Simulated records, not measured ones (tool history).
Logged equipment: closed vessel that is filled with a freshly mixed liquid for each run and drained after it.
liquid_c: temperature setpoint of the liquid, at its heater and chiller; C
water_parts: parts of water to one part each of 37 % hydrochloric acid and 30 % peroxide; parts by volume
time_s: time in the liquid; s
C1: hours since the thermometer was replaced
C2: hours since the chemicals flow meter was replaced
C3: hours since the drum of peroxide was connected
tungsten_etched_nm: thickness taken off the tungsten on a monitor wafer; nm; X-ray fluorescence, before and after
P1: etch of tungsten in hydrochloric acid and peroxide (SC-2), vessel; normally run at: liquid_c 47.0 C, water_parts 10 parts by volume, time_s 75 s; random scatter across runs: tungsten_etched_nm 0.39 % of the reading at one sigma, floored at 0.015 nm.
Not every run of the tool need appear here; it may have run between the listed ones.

{"run": 1, "hour": 14.9, "liquid_c": 47.0, "water_parts": 10, "time_s": 75, "C1": 1508.0, "C2": 810.4, "C3": 192.0, "tungsten_etched_nm": 11.131}
{"run": 2, "hour": 21.8, "liquid_c": 47.0, "water_parts": 10, "time_s": 75, "C1": 1514.9, "C2": 817.3, "C3": 198.9, "tungsten_etched_nm": 11.187}
{"run": 3, "hour": 32.6, "liquid_c": 47.0, "water_parts": 18, "time_s": 75, "C1": 1525.7, "C2": 828.1, "C3": 209.7, "tungsten_etched_nm": 6.6758}
{"run": 4, "hour": 46.9, "liquid_c": 55.5, "water_parts": 4, "time_s": 75, "C1": 1540.0, "C2": 842.4, "C3": 224.0, "tungsten_etched_nm": 39.228}
{"run": 5, "hour": 57.4, "liquid_c": 47.0, "water_parts": 10, "time_s": 75, "C1": 1550.5, "C2": 852.9, "C3": 234.5, "tungsten_etched_nm": 11.166}
{"run": 6, "hour": 67.0, "liquid_c": 47.0, "water_parts": 10, "time_s": 75, "C1": 1560.1, "C2": 862.5, "C3": 244.1, "tungsten_etched_nm": 11.019}
{"run": 7, "hour": 75.9, "liquid_c": 54.0, "water_parts": 10, "time_s": 75, "C1": 1569.0, "C2": 871.4, "C3": 253.0, "tungsten_etched_nm": 17.823}
{"run": 8, "hour": 86.9, "liquid_c": 47.0, "water_parts": 10, "time_s": 30, "C1": 1580.0, "C2": 882.4, "C3": 264.0, "tungsten_etched_nm": 4.4629}
{"run": 9, "hour": 95.2, "liquid_c": 35.0, "water_parts": 10, "time_s": 75, "C1": 1588.3, "C2": 890.7, "C3": 272.3, "tungsten_etched_nm": 4.7655}
{"run": 10, "hour": 104.4, "liquid_c": 47.0, "water_parts": 4, "time_s": 75, "C1": 1597.5, "C2": 899.9, "C3": 281.5, "tungsten_etched_nm": 22.365}
{"run": 11, "hour": 116.1, "liquid_c": 47.0, "water_parts": 10, "time_s": 140, "C1": 1609.2, "C2": 911.6, "C3": 293.2, "tungsten_etched_nm": 20.894}
{"run": 12, "hour": 125.8, "liquid_c": 47.0, "water_parts": 10, "time_s": 75, "C1": 1618.9, "C2": 921.3, "C3": 302.9, "tungsten_etched_nm": 11.168}
{"run": 13, "hour": 140.1, "liquid_c": 47.0, "water_parts": 10, "time_s": 75, "C1": 1633.2, "C2": 935.6, "C3": 317.2, "tungsten_etched_nm": 11.455}
{"run": 14, "hour": 152.2, "liquid_c": 47.0, "water_parts": 10, "time_s": 75, "C1": 1645.3, "C2": 947.7, "C3": 329.3, "tungsten_etched_nm": 11.634}
{"run": 15, "hour": 159.5, "liquid_c": 47.0, "water_parts": 10, "time_s": 75, "C1": 1652.6, "C2": 955.0, "C3": 336.6, "tungsten_etched_nm": 11.734}
{"run": 16, "hour": 166.7, "liquid_c": 47.0, "water_parts": 10, "time_s": 75, "C1": 1659.8, "C2": 962.2, "C3": 343.8, "tungsten_etched_nm": 11.786}
{"run": 17, "hour": 173.5, "liquid_c": 47.0, "water_parts": 10, "time_s": 75, "C1": 1666.6, "C2": 969.0, "C3": 350.6, "tungsten_etched_nm": 11.852}
{"run": 18, "hour": 186.3, "liquid_c": 47.0, "water_parts": 10, "time_s": 75, "C1": 1679.4, "C2": 981.8, "C3": 363.4, "tungsten_etched_nm": 11.876}
{"run": 19, "hour": 195.7, "liquid_c": 47.0, "water_parts": 10, "time_s": 75, "C1": 1688.8, "C2": 991.2, "C3": 372.8, "tungsten_etched_nm": 11.874}

Forecast run 20:
{"run": 20, "hour": 209.9, "liquid_c": 47.0, "water_parts": 10, "time_s": 75, "C1": 1703.0, "C2": 1005.4, "C3": 387.0, "tungsten_etched_nm": "?"}

Run 20 came out at tungsten_etched_nm 11.9440 nm.
